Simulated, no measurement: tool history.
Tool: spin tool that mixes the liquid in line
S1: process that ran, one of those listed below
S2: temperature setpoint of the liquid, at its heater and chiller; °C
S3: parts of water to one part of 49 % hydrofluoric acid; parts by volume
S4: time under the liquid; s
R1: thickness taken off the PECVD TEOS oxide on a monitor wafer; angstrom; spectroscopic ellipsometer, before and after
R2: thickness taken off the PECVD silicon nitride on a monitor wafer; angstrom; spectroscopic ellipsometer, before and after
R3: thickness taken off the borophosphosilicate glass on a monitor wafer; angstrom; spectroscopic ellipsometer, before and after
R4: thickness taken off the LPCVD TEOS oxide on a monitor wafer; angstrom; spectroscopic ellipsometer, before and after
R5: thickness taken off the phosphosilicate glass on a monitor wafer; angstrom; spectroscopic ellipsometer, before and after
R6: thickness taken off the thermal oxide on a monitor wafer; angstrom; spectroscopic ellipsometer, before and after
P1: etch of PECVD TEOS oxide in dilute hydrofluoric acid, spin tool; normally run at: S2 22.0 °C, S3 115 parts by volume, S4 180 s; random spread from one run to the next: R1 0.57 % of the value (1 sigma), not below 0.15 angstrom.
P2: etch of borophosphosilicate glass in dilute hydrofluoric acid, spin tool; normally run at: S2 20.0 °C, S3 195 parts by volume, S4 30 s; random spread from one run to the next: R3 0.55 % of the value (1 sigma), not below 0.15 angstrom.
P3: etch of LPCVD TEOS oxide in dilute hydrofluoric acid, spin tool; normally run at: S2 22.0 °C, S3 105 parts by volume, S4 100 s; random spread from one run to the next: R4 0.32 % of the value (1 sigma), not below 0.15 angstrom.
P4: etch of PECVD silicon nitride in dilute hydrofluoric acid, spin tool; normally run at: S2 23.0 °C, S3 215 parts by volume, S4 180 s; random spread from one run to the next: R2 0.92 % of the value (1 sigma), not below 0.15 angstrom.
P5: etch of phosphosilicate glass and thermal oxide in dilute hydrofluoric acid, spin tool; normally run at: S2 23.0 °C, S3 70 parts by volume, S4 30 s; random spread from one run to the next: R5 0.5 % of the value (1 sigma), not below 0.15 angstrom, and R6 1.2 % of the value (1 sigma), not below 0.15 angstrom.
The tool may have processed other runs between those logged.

{"run": 1, "hour": 11.0, "S1": "P1", "S2": 22.0, "S3": 115, "S4": 180, "R1": 125.24}
{"run": 2, "hour": 18.4, "S1": "P4", "S2": 28.5, "S3": 215, "S4": 180, "R2": 43.192}
{"run": 3, "hour": 32.8, "S1": "P2", "S2": 17.0, "S3": 195, "S4": 30, "R3": 73.224}
{"run": 4, "hour": 39.6, "S1": "P1", "S2": 22.0, "S3": 115, "S4": 180, "R1": 123.86}
{"run": 5, "hour": 54.1, "S1": "P3", "S2": 22.0, "S3": 105, "S4": 100, "R4": 237.12}
{"run": 6, "hour": 65.9, "S1": "P1", "S2": 18.0, "S3": 115, "S4": 30, "R1": 17.442}
{"run": 7, "hour": 77.5, "S1": "P1", "S2": 17.0, "S3": 115, "S4": 180, "R1": 102.72}
{"run": 8, "hour": 89.9, "S1": "P1", "S2": 22.0, "S3": 210, "S4": 180, "R1": 62.091}
{"hour": 93.1, "done": "thermometer replaced"}
{"run": 9, "hour": 104.2, "S1": "P1", "S2": 22.0, "S3": 55, "S4": 180, "R1": 279.28}
{"run": 10, "hour": 113.3, "S1": "P3", "S2": 22.0, "S3": 65, "S4": 100, "R4": 404.04}
{"run": 11, "hour": 120.9, "S1": "P1", "S2": 22.0, "S3": 115, "S4": 345, "R1": 240.28}
{"run": 12, "hour": 132.2, "S1": "P2", "S2": 20.0, "S3": 195, "S4": 15, "R3": 40.625}
{"run": 13, "hour": 143.7, "S1": "P1", "S2": 22.0, "S3": 115, "S4": 180, "R1": 125.13}
{"run": 14, "hour": 154.2, "S1": "P1", "S2": 18.0, "S3": 115, "S4": 20, "R1": 11.741}
{"run": 15, "hour": 163.4, "S1": "P1", "S2": 22.0, "S3": 50, "S4": 310, "R1": 532.62}
{"run": 16, "hour": 176.0, "S1": "P4", "S2": 23.0, "S3": 330, "S4": 180, "R2": 19.989}
{"run": 17, "hour": 185.4, "S1": "P3", "S2": 28.5, "S3": 105, "S4": 100, "R4": 306.05}
{"run": 18, "hour": 199.8, "S1": "P5", "S2": 23.0, "S3": 70, "S4": 50, "R5": 1325.9, "R6": 35.255}
{"run": 19, "hour": 207.1, "S1": "P5", "S2": 23.0, "S3": 125, "S4": 30, "R5": 416.46, "R6": 10.999}
{"run": 20, "hour": 220.2, "S1": "P5", "S2": 23.0, "S3": 70, "S4": 30, "R5": 794.18, "R6": 21.603}
{"run": 21, "hour": 230.5, "S1": "P2", "S2": 20.0, "S3": 195, "S4": 30, "R3": 81.886}
{"run": 22, "hour": 240.5, "S1": "P2", "S2": 20.0, "S3": 195, "S4": 30, "R3": 81.335}
{"run": 23, "hour": 255.5, "S1": "P4", "S2": 23.0, "S3": 215, "S4": 360, "R2": 61.613}
{"run": 24, "hour": 264.4, "S1": "P3", "S2": 22.0, "S3": 105, "S4": 15, "R4": 35.538}
{"run": 25, "hour": 276.1, "S1": "P1", "S2": 22.0, "S3": 115, "S4": 60, "R1": 41.742}
{"run": 26, "hour": 288.2, "S1": "P4", "S2": 23.0, "S3": 215, "S4": 180, "R2": 30.296}
{"run": 27, "hour": 297.4, "S1": "P5", "S2": 23.0, "S3": 70, "S4": 30, "R5": 792.26, "R6": 21.436}
{"run": 28, "hour": 304.1, "S1": "P3", "S2": 22.0, "S3": 105, "S4": 100, "R4": 236.13}
{"run": 29, "hour": 314.2, "S1": "P1", "S2": 22.0, "S3": 115, "S4": 180, "R1": 125.31}
{"run": 30, "hour": 321.8, "S1": "P5", "S2": 30.5, "S3": 70, "S4": 30, "R5": 1067.0, "R6": 28.995}
{"run": 31, "hour": 335.3, "S1": "P1", "S2": 27.5, "S3": 115, "S4": 180, "R1": 154.93}
{"run": 32, "hour": 343.6, "S1": "P2", "S2": 20.0, "S3": 285, "S4": 30, "R3": 51.848}
{"run": 33, "hour": 351.3, "S1": "P1", "S2": 22.0, "S3": 115, "S4": 180, "R1": 126.8}
{"run": 34, "hour": 365.5, "S1": "P1", "S2": 22.0, "S3": 115, "S4": 180, "R1": 127.95}
{"run": 35, "hour": 377.5, "S1": "P1", "S2": 22.0, "S3": 115, "S4": 180, "R1": 130.85}
{"run": 36, "hour": 388.5, "S1": "P1", "S2": 22.0, "S3": 115, "S4": 180, "R1": 131.52}
{"run": 37, "hour": 395.2, "S1": "P1", "S2": 22.0, "S3": 115, "S4": 180, "R1": 133.15}
{"run": 38, "hour": 402.8, "S1": "P1", "S2": 22.0, "S3": 115, "S4": 180, "R1": 132.63}
{"run": 39, "hour": 417.9, "S1": "P1", "S2": 22.0, "S3": 115, "S4": 180, "R1": 132.97}
{"run": 40, "hour": 427.1, "S1": "P1", "S2": 22.0, "S3": 115, "S4": 180, "R1": 131.35}
{"run": 41, "hour": 438.7, "S1": "P1", "S2": 22.0, "S3": 115, "S4": 180, "R1": 132.22}
{"run": 42, "hour": 450.1, "S1": "P1", "S2": 22.0, "S3": 115, "S4": 180, "R1": 132.8}

Something has made what P1 gives creep away from where it was; the 2 causes below, each at its own stated size, fit the log equally well:
A: hydrofluoric acid flow above the setpoint (%) = 5.58
B: liquid hotter than its thermometer reads (K) = 1.55
The process output started creeping at around hour 351.3.

Which of the 4 check runs listed below, each an average over 3 wafers with its results shown as question marks, gives clearly different results under the different listed causes?
{"run": "check 1", "hour": 461.5, "S1": "P4", "S2": 23.0, "S3": 215, "S4": 180, "R2": "?"}
{"run": "check 2", "hour": 461.5, "S1": "P3", "S2": 22.0, "S3": 105, "S4": 100, "R4": "?"}
{"run": "check 3", "hour": 461.5, "S1": "P5", "S2": 23.0, "S3": 70, "S4": 30, "R5": "?", "R6": "?"}
{"run": "check 4", "hour": 461.5, "S1": "P2", "S2": 20.0, "S3": 195, "S4": 30, "R3": "?"}

Expected result of each check under each candidate cause:
check=check_1 result=R2 if_A=32.371 if_B=33.833
check=check_2 result=R4 if_A=252.360 if_B=252.640
check=check_3 result=R5 if_A=842.66 if_B=845.99
check=check_3 result=R6 if_A=22.809 if_B=22.899
check=check_4 result=R3 if_A=87.212 if_B=86.776
Separation of the two closest causes in each check, using whichever result separates them best: check 1 4.42 %; check 2 0.11 %; check 3 0.39 %; check 4 0.5 %
Check 1 tells the causes apart: in the others they would give nearly the same result.

Here is what check 1 returned: R2 32.699 angstrom. Which cause is it?

The cause is A: hydrofluoric acid flow above the setpoint (%).

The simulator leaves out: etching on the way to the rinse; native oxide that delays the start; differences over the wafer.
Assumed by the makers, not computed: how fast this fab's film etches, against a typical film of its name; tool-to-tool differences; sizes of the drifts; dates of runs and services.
